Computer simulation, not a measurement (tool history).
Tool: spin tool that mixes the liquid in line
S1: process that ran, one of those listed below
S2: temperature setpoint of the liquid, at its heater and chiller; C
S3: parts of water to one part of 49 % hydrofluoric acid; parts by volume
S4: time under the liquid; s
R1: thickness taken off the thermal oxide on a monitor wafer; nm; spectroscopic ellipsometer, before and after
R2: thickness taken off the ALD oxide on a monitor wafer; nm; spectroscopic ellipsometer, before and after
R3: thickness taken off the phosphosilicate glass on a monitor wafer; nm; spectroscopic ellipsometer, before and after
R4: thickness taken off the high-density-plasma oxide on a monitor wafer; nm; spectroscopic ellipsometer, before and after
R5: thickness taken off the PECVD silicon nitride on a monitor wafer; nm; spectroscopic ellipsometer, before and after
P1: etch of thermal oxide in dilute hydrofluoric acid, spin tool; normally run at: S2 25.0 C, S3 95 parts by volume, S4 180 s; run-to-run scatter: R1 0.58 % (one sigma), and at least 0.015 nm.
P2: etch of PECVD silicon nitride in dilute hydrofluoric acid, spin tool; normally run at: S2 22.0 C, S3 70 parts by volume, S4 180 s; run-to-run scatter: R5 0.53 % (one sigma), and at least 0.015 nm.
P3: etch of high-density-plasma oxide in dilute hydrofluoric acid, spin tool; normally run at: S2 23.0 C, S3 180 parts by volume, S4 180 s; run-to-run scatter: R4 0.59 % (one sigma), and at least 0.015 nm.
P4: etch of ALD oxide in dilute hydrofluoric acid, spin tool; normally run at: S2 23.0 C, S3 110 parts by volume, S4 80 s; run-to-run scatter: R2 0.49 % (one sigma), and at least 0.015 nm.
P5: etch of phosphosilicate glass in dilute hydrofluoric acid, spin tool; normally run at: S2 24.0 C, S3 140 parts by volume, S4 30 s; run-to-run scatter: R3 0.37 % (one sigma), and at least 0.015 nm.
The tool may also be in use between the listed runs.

Run 1, hour 9.2: S1 P1, S2 25.0 C, S3 95 parts by volume, S4 180 s. Result: R1 9.5589 nm.
Run 2, hour 24.7: S1 P4, S2 23.0 C, S3 110 parts by volume, S4 15 s. Result: R2 2.6991 nm.
Run 3, hour 36.0: S1 P1, S2 25.0 C, S3 95 parts by volume, S4 180 s. Result: R1 9.4415 nm.
Run 4, hour 48.8: S1 P1, S2 25.0 C, S3 95 parts by volume, S4 180 s. Result: R1 9.5226 nm.
Run 5, hour 66.6: S1 P5, S2 24.0 C, S3 140 parts by volume, S4 30 s. Result: R3 36.512 nm.
Run 6, hour 81.3: S1 P1, S2 19.5 C, S3 95 parts by volume, S4 180 s. Result: R1 7.6073 nm.
Run 7, hour 96.7: S1 P4, S2 23.0 C, S3 195 parts by volume, S4 80 s. Result: R2 7.4300 nm.
Run 8, hour 113.7: S1 P5, S2 30.0 C, S3 140 parts by volume, S4 30 s. Result: R3 45.695 nm.
Run 9, hour 123.0: S1 P4, S2 23.0 C, S3 110 parts by volume, S4 80 s. Result: R2 14.3890 nm.
Run 10, hour 141.4: S1 P1, S2 25.0 C, S3 145 parts by volume, S4 180 s. Result: R1 5.8991 nm.
Run 11, hour 150.1: S1 P1, S2 25.0 C, S3 95 parts by volume, S4 180 s. Result: R1 9.5553 nm.
Run 12, hour 163.3: S1 P1, S2 21.0 C, S3 95 parts by volume, S4 30 s. Result: R1 1.3201 nm.
Run 13, hour 177.3: S1 P5, S2 24.0 C, S3 25 parts by volume, S4 30 s. Result: R3 235.730 nm.
Run 14, hour 192.1: S1 P3, S2 23.0 C, S3 180 parts by volume, S4 180 s. Result: R4 5.8109 nm.
Run 15, hour 200.3: S1 P1, S2 25.0 C, S3 20 parts by volume, S4 180 s. Result: R1 49.8940 nm.
Run 16, hour 218.3: S1 P3, S2 23.0 C, S3 35 parts by volume, S4 180 s. Result: R4 34.9590 nm.
Run 17, hour 234.0: S1 P2, S2 22.0 C, S3 70 parts by volume, S4 60 s. Result: R5 1.9500 nm.
Run 18, hour 243.8: S1 P2, S2 22.0 C, S3 70 parts by volume, S4 180 s. Result: R5 5.7820 nm.
Run 19, hour 259.2: S1 P1, S2 32.5 C, S3 95 parts by volume, S4 180 s. Result: R1 12.6720 nm.
Run 20, hour 271.2: S1 P1, S2 25.0 C, S3 95 parts by volume, S4 180 s. Result: R1 9.4663 nm.
Run 21, hour 281.9: S1 P5, S2 24.0 C, S3 140 parts by volume, S4 65 s. Result: R3 78.743 nm.
Run 22, hour 300.4: S1 P2, S2 22.0 C, S3 125 parts by volume, S4 180 s. Result: R5 3.2678 nm.
Run 23, hour 309.8: S1 P4, S2 23.0 C, S3 110 parts by volume, S4 80 s. Result: R2 14.3770 nm.
Run 24, hour 325.3: S1 P1, S2 25.0 C, S3 95 parts by volume, S4 180 s. Result: R1 9.5037 nm.
Run 25, hour 340.7: S1 P2, S2 29.5 C, S3 70 parts by volume, S4 180 s. Result: R5 9.4766 nm.
Run 26, hour 354.7: S1 P3, S2 19.5 C, S3 180 parts by volume, S4 180 s. Result: R4 5.0723 nm.
Run 27, hour 364.7: S1 P1, S2 25.0 C, S3 95 parts by volume, S4 180 s. Result: R1 9.5889 nm.
Run 28, hour 372.8: S1 P1, S2 30.0 C, S3 95 parts by volume, S4 80 s. Result: R1 5.1556 nm.
Run 29, hour 390.2: S1 P1, S2 25.0 C, S3 95 parts by volume, S4 25 s. Result: R1 1.3151 nm.
Run 30, hour 403.3: S1 P4, S2 29.5 C, S3 110 parts by volume, S4 80 s. Result: R2 18.3940 nm.
Run 31, hour 417.6: S1 P3, S2 23.0 C, S3 180 parts by volume, S4 65 s. Result: R4 2.1011 nm.
Run 32, hour 426.3: S1 P1, S2 25.0 C, S3 95 parts by volume, S4 285 s. Result: R1 15.0470 nm.
Run 33, hour 441.2: S1 P1, S2 25.0 C, S3 125 parts by volume, S4 265 s. Result: R1 10.2020 nm.
Run 34, hour 450.4: S1 P1, S2 25.0 C, S3 95 parts by volume, S4 180 s. Result: R1 9.4971 nm.
Run 35, hour 466.8: S1 P1, S2 25.0 C, S3 95 parts by volume, S4 180 s. Result: R1 9.8736 nm.
Run 36, hour 482.3: S1 P1, S2 25.0 C, S3 95 parts by volume, S4 180 s. Result: R1 9.9906 nm.
Run 37, hour 496.2: S1 P1, S2 25.0 C, S3 95 parts by volume, S4 180 s. Result: R1 10.0800 nm.
Run 38, hour 510.1: S1 P1, S2 25.0 C, S3 95 parts by volume, S4 180 s. Result: R1 10.0720 nm.
Run 39, hour 526.0: S1 P1, S2 25.0 C, S3 95 parts by volume, S4 180 s. Result: R1 10.1140 nm.
Run 40, hour 538.6: S1 P1, S2 25.0 C, S3 95 parts by volume, S4 180 s. Result: R1 10.2180 nm.
Run 41, hour 553.9: S1 P1, S2 25.0 C, S3 95 parts by volume, S4 180 s. Result: R1 10.2530 nm.
Run 42, hour 564.9: S1 P1, S2 25.0 C, S3 95 parts by volume, S4 180 s. Result: R1 10.1730 nm.
Run 43, hour 574.5: S1 P1, S2 25.0 C, S3 95 parts by volume, S4 180 s. Result: R1 10.1890 nm.
Run 44, hour 592.9: S1 P1, S2 25.0 C, S3 95 parts by volume, S4 180 s. Result: R1 10.4050 nm.
Run 45, hour 601.2: S1 P1, S2 25.0 C, S3 95 parts by volume, S4 180 s. Result: R1 10.3470 nm.

What P1 gives has crept away from where it was. These 2 causes fit the log equally well, each at the size given:
A: hydrofluoric acid flow above the setpoint (%) = 6.93
B: liquid hotter than its thermometer reads (K) = 1.92
The creep began at about hour 450.4.

4 check runs are offered, one wafer each, their results left as question marks. Which one tells the causes apart?
Run check 1, hour 609.5: S1 P3, S2 23.0 C, S3 45 parts by volume, S4 110 s. Result: R4 ?.
Run check 2, hour 609.5: S1 P2, S2 22.0 C, S3 70 parts by volume, S4 95 s. Result: R5 ?.
Run check 3, hour 609.5: S1 P5, S2 24.0 C, S3 50 parts by volume, S4 30 s. Result: R3 ?.
Run check 4, hour 609.5: S1 P4, S2 23.0 C, S3 190 parts by volume, S4 45 s. Result: R2 ?.

What each check would give under each cause:
  check  result     if A     if B
check 1      R4  17.7110  17.8620
check 2      R5   3.2692   3.4840
check 3      R3  122.460  123.330
check 4      R2   4.6321   4.5920
How far apart the two closest causes lie, in the result that separates them most: check 1 0.85 %; check 2 6.36 %; check 3 0.71 %; check 4 0.87 %
Check 2 tells the causes apart: in the others they would give nearly the same result.

Then check 2 was run and gave: R5 3.5181 nm. Which cause is it?

It is B: liquid hotter than its thermometer reads (K).

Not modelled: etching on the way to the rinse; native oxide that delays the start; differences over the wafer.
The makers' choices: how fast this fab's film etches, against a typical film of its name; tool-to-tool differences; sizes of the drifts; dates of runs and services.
